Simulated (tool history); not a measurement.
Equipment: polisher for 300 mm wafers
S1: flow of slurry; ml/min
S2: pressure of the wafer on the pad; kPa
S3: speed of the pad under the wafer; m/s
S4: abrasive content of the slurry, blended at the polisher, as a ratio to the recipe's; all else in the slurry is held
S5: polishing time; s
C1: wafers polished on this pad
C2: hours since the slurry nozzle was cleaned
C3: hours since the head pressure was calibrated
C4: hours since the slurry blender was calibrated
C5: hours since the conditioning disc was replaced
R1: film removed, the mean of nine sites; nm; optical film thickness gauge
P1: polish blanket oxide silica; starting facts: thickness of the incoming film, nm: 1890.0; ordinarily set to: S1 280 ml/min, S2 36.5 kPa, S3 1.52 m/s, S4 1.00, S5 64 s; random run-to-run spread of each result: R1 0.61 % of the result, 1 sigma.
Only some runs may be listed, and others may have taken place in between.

run   hour   S1    S2    S3    S4  S5    C1     C2     C3     C4     C5      R1
  1    7.4  280  36.5  1.52  1.00  64   614  171.1  330.5   50.4  222.2  279.08
  2   15.7  280  36.5  1.52  1.45  64   728  179.4  338.8   58.7  230.5  321.40
      21.0  -- worn pad replaced by a new one
  3   26.2  280  36.5  1.52  1.00  92    71  189.9  349.3   69.2  241.0  396.58
  4   33.6  280  36.5  1.52  1.00  64   172  197.3  356.7   76.6  248.4  277.93
  5   45.2  280  36.5  1.52  1.00  64   331  208.9  368.3   88.2  260.0  281.26
  6   53.4  380  36.5  1.52  1.00  64   443  217.1  376.5   96.4  268.2  286.04
  7   60.8  280  36.5  1.52  1.00  64   545  224.5  383.9  103.8  275.6  279.61
      63.4  -- slurry blender recalibrated
      65.2  -- slurry nozzle cleaned
  8   70.1  180  36.5  1.52  1.00  64   672    5.0  393.2    6.7  284.9  266.03
  9   78.5  280  16.5  1.52  1.00  64   787   13.4  401.6   15.1  293.3  125.96
 10   87.8  280  36.5  1.52  1.00  64   914   22.7  410.9   24.4  302.6  278.85
 11  100.6  280  36.5  1.52  0.60  64  1090   35.5  423.7   37.2  315.4  216.36
 12  111.5  280  28.3  1.52  1.45  64  1239   46.4  434.6   48.1  326.3  250.70
 13  122.2  280  36.5  1.08  1.00  64  1386   57.1  445.3   58.8  337.0  213.85
 14  132.5  280  51.0  1.52  1.00  64  1527   67.4  455.6   69.1  347.3  387.56
 15  144.0  345  20.0  1.52  1.00  64  1684   78.9  467.1   80.6  358.8  155.75
 16  156.1  280  36.5  1.52  1.00  41  1850   91.0  479.2   92.7  370.9  179.88
 17  165.2  280  36.5  2.38  1.00  64  1974  100.1  488.3  101.8  380.0  398.75
 18  176.9  280  36.5  1.52  1.00  64  2135  111.8  500.0  113.5  391.7  275.71
 19  188.9  280  36.5  1.52  1.00  64  2299  123.8  512.0  125.5  403.7  270.10
 20  196.4  280  36.5  1.52  1.00  64  2402  131.3  519.5  133.0  411.2  267.09
 21  207.2  280  36.5  1.52  1.00  64  2549  142.1  530.3  143.8  422.0  260.72
 22  213.7  280  36.5  1.52  1.00  64  2639  148.6  536.8  150.3  428.5  262.21
     219.4  -- conditioning disc replaced and pad reconditioned
 23  225.7  280  36.5  1.52  1.00  64  2803  160.6  548.8  162.3    6.4  258.43
 24  233.2  280  36.5  1.52  1.00  64  2906  168.1  556.3  169.8   13.9  258.07
     238.4  -- slurry nozzle cleaned
 25  245.9  280  36.5  1.52  1.00  64  3079    7.6  569.0  182.5   26.6  255.93
     246.3  -- worn pad replaced by a new one
 26  254.0  280  36.5  1.52  1.00  64   106   15.7  577.1  190.6   34.7  259.05
 27  259.8  280  36.5  1.52  1.00  64   185   21.5  582.9  196.4   40.5  253.80
 28  268.8  280  36.5  1.52  1.00  64   309   30.5  591.9  205.4   49.5  256.67
 29  279.6  280  36.5  1.52  1.00  64   456   41.3  602.7  216.2   60.3  256.67

What P1 gives has crept off from where it sat before. The 2 causes that follow fit the log equally well, each at the size noted:
A: head's pressure below its setpoint, % = 8.57
B: abrasive missing from the slurry, % = 17.1
At approximately hour 176.9, the process output began to creep.
Why every other cause is out:
removal rate lost through wear of the pad, %: serviced at hour 246.3, after the change had begun; the process did not return to its earlier output
slurry flow missing at the pad, %: serviced at hour 238.4, after the change had begun; the process did not return to its earlier output
time polished since the conditioner stopped cutting, s: serviced at hour 219.4, after the change had begun; the process did not return to its earlier output

Of the 4 check runs below, each run on 5 wafers with the results averaged and each result still a question mark, which one would tell the listed causes apart?
check 1  290.4  280  50.3  1.52  1.00  64                       ?
check 2  290.4  280  36.5  1.52  0.65  88                       ?
check 3  290.4  195  36.5  1.52  1.00  64                       ?
check 4  290.4  280  36.5  1.52  1.00  80                       ?

What each check would give under each cause:
  check  result    if A    if B
check 1      R1  351.87  351.86
check 2      R1  282.20  276.60
check 3      R1  245.10  245.10
check 4      R1  319.34  319.33
Separation of the two closest causes in each check, using whichever result separates them best: check 1 0 %; check 2 2 %; check 3 0 %; check 4 0 %
Only check 2 tells the causes apart: in the others they would give nearly the same result.

Check 2 has now been run. It gave: R1 282.26 nm. Which of the candidate causes is it?

Of the candidate causes, it is A: head's pressure below its setpoint, %.
